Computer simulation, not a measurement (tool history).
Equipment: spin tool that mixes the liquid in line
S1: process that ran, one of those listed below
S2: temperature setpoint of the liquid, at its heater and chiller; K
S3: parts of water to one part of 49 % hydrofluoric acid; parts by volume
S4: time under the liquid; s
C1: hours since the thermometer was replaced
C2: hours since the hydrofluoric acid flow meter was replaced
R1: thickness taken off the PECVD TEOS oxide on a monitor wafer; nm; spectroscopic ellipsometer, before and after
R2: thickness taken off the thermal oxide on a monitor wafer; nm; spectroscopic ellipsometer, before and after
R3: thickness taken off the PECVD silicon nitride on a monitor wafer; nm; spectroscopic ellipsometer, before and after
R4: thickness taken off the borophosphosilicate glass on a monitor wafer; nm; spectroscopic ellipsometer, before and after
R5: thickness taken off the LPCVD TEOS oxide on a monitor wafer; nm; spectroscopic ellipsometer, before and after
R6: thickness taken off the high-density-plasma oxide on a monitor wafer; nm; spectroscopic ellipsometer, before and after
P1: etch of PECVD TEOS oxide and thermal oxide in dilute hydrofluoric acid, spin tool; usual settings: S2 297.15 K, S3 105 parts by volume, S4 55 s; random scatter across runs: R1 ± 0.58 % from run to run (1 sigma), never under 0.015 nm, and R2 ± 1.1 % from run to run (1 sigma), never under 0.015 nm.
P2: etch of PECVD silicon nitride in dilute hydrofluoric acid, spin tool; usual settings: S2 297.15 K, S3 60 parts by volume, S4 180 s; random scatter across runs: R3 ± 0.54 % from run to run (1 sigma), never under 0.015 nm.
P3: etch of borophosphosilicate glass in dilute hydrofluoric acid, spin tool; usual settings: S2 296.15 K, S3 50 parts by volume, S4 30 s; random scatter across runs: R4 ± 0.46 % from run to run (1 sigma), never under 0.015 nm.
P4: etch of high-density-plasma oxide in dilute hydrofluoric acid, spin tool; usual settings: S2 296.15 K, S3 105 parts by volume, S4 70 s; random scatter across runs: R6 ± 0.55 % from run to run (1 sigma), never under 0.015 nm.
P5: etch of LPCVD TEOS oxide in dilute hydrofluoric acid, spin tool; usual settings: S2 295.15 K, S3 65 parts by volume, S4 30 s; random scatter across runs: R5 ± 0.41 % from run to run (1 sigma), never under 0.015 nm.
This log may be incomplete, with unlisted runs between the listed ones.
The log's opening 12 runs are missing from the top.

{"run": 13, "day": 3.725, "S1": "P3", "S2": 296.15, "S3": 50, "S4": 50, "C1": 824.1, "C2": 730.8, "R4": 74.905}
{"run": 14, "day": 3.917, "S1": "P2", "S2": 297.15, "S3": 60, "S4": 180, "C1": 828.7, "C2": 735.4, "R3": 6.9549}
{"run": 15, "day": 4.25, "S1": "P1", "S2": 297.15, "S3": 60, "S4": 55, "C1": 836.7, "C2": 743.4, "R1": 10.069, "R2": 4.7622}
{"run": 16, "day": 4.654, "S1": "P4", "S2": 296.15, "S3": 45, "S4": 70, "C1": 846.4, "C2": 753.1, "R6": 11.37}
{"day": 5.046, "done": "hydrofluoric acid flow meter replaced"}
{"run": 17, "day": 5.058, "S1": "P5", "S2": 295.15, "S3": 20, "S4": 30, "C1": 856.1, "C2": 0.4, "R5": 53.697}
{"run": 18, "day": 5.45, "S1": "P5", "S2": 300.15, "S3": 65, "S4": 30, "C1": 865.5, "C2": 9.8, "R5": 19.162}
{"run": 19, "day": 5.667, "S1": "P3", "S2": 296.15, "S3": 85, "S4": 30, "C1": 870.7, "C2": 15.0, "R4": 25.557}
{"run": 20, "day": 6.021, "S1": "P2", "S2": 290.15, "S3": 60, "S4": 180, "C1": 879.2, "C2": 23.5, "R3": 4.318}
{"run": 21, "day": 6.317, "S1": "P1", "S2": 297.15, "S3": 105, "S4": 55, "C1": 886.3, "C2": 30.6, "R1": 5.4533, "R2": 2.5319}
{"run": 22, "day": 6.521, "S1": "P1", "S2": 297.15, "S3": 105, "S4": 15, "C1": 891.2, "C2": 35.5, "R1": 1.4708, "R2": 0.69227}
{"run": 23, "day": 6.829, "S1": "P1", "S2": 290.15, "S3": 105, "S4": 55, "C1": 898.6, "C2": 42.9, "R1": 4.0859, "R2": 1.918}
{"run": 24, "day": 7.104, "S1": "P3", "S2": 296.15, "S3": 50, "S4": 30, "C1": 905.2, "C2": 49.5, "R4": 45.226}
{"run": 25, "day": 7.329, "S1": "P4", "S2": 296.15, "S3": 105, "S4": 120, "C1": 910.6, "C2": 54.9, "R6": 7.7536}
{"run": 26, "day": 7.704, "S1": "P5", "S2": 295.15, "S3": 65, "S4": 15, "C1": 919.6, "C2": 63.9, "R5": 7.7861}
{"run": 27, "day": 8.079, "S1": "P1", "S2": 297.15, "S3": 170, "S4": 55, "C1": 928.6, "C2": 72.9, "R1": 3.1169, "R2": 1.4605}
{"run": 28, "day": 8.446, "S1": "P1", "S2": 303.15, "S3": 105, "S4": 55, "C1": 937.4, "C2": 81.7, "R1": 6.796, "R2": 3.2031}
{"run": 29, "day": 8.788, "S1": "P1", "S2": 297.15, "S3": 105, "S4": 55, "C1": 945.6, "C2": 89.9, "R1": 5.46, "R2": 2.4973}
{"run": 30, "day": 8.988, "S1": "P1", "S2": 297.15, "S3": 105, "S4": 55, "C1": 950.4, "C2": 94.7, "R1": 5.4175, "R2": 2.5135}

Run 31 is up next; what results do you expect?
{"run": 31, "day": 9.217, "S1": "P2", "S2": 297.15, "S3": 60, "S4": 365, "C1": 955.9, "C2": 100.2, "R3": "?"}

Logged for run 31: R3 14.2440 nm.

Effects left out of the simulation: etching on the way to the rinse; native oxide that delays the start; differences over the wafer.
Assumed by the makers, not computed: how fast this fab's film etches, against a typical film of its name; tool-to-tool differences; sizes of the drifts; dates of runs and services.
